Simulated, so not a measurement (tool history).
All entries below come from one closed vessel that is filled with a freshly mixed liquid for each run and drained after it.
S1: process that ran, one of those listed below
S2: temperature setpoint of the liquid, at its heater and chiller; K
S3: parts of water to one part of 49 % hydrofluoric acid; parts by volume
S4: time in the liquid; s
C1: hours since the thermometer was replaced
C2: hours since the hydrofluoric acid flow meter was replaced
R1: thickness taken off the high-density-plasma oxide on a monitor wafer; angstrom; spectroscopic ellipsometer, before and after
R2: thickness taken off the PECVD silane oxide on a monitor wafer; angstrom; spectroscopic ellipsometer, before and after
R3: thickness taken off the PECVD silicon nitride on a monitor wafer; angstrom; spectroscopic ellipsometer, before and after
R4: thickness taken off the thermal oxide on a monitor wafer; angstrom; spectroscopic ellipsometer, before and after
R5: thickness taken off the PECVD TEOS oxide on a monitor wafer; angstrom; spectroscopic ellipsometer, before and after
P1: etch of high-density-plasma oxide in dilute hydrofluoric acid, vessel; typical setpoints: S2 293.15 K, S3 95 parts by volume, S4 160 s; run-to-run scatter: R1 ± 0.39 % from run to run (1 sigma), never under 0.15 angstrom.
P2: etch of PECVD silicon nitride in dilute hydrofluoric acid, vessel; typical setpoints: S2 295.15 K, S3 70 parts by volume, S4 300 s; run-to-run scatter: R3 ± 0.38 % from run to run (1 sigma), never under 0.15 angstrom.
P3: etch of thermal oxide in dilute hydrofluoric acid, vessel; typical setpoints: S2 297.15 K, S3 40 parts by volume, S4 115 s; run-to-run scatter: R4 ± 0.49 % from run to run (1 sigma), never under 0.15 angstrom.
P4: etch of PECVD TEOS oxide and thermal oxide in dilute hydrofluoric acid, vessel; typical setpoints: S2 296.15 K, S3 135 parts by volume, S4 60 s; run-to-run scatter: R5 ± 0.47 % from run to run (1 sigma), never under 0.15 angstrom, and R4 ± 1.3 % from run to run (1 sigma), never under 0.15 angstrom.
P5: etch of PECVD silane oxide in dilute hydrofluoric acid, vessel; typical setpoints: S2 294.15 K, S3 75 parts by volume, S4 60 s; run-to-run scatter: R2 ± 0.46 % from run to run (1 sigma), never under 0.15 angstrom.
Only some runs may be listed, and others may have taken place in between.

run 1 day=0.429 | S1=P1 S2=293.15 S3=95 S4=160 | C1=393.0 C2=1039.6 | R1=75.926
run 2 day=1.012 | S1=P5 S2=294.15 S3=75 S4=60 | C1=407.0 C2=1053.6 | R2=300.16
run 3 day=1.521 | S1=P1 S2=293.15 S3=95 S4=160 | C1=419.2 C2=1065.8 | R1=74.811
run 4 day=1.979 | S1=P1 S2=301.15 S3=95 S4=160 | C1=430.2 C2=1076.8 | R1=103.410
run 5 day=2.279 | S1=P2 S2=295.15 S3=70 S4=300 | C1=437.4 C2=1084.0 | R3=146.48
run 6 day=2.617 | S1=P3 S2=297.15 S3=25 S4=115 | C1=445.5 C2=1092.1 | R4=231.140
run 7 day=3.121 | S1=P2 S2=295.15 S3=70 S4=570 | C1=457.6 C2=1104.2 | R3=278.19
run 8 day=3.517 | S1=P2 S2=302.65 S3=70 S4=300 | C1=467.1 C2=1113.7 | R3=239.85
run 9 day=3.821 | S1=P5 S2=294.15 S3=75 S4=115 | C1=474.4 C2=1121.0 | R2=579.42
run 10 day=4.121 | S1=P1 S2=293.15 S3=30 S4=50 | C1=481.6 C2=1128.2 | R1=80.763
run 11 day=4.700 | S1=P1 S2=290.15 S3=95 S4=160 | C1=495.5 C2=1142.1 | R1=66.552
run 12 day=5.304 | S1=P1 S2=293.15 S3=95 S4=60 | C1=510.0 C2=1156.6 | R1=27.968
run 13 day=5.779 | S1=P4 S2=296.15 S3=135 S4=60 | C1=521.4 C2=1168.0 | R4=18.347 R5=68.638
run 14 day=6.075 | S1=P3 S2=297.15 S3=40 S4=115 | C1=528.5 C2=1175.1 | R4=142.980
run 15 day=6.596 | S1=P3 S2=297.15 S3=40 S4=170 | C1=541.0 C2=1187.6 | R4=209.530
run 16 day=6.879 | S1=P4 S2=292.65 S3=135 S4=60 | C1=547.8 C2=1194.4 | R4=16.334 R5=60.452
run 17 day=7.396 | S1=P1 S2=293.15 S3=95 S4=160 | C1=560.2 C2=1206.8 | R1=75.781
run 18 day=7.700 | S1=P2 S2=295.15 S3=70 S4=300 | C1=567.5 C2=1214.1 | R3=146.14
run 19 day=8.017 | S1=P5 S2=290.15 S3=75 S4=60 | C1=575.1 C2=1221.7 | R2=256.15
run 20 day=8.621 | S1=P1 S2=293.15 S3=95 S4=270 | C1=589.6 C2=1236.2 | R1=126.710
run 21 day=9.192 | S1=P4 S2=296.15 S3=135 S4=60 | C1=603.3 C2=1249.9 | R4=18.108 R5=69.199
run 22 day=9.792 | S1=P3 S2=302.15 S3=40 S4=115 | C1=617.7 C2=1264.3 | R4=171.970
run 23 day=10.350 | S1=P1 S2=293.15 S3=40 S4=160 | C1=631.1 C2=1277.7 | R1=191.430
run 24 day=10.771 | S1=P4 S2=296.15 S3=50 S4=60 | C1=641.2 C2=1287.8 | R4=56.200 R5=207.680
run 25 day=11.129 | S1=P1 S2=293.15 S3=95 S4=160 | C1=649.8 C2=1296.4 | R1=75.581
run 26 day=11.596 | S1=P1 S2=293.15 S3=160 S4=160 | C1=661.0 C2=1307.6 | R1=41.844

What does the tool deliver on the next run?
run 27 day=12.204 | S1=P1 S2=293.15 S3=95 S4=160 | C1=675.6 C2=1322.2 | R1=?

{"run 27": {"R1": 75.176}}

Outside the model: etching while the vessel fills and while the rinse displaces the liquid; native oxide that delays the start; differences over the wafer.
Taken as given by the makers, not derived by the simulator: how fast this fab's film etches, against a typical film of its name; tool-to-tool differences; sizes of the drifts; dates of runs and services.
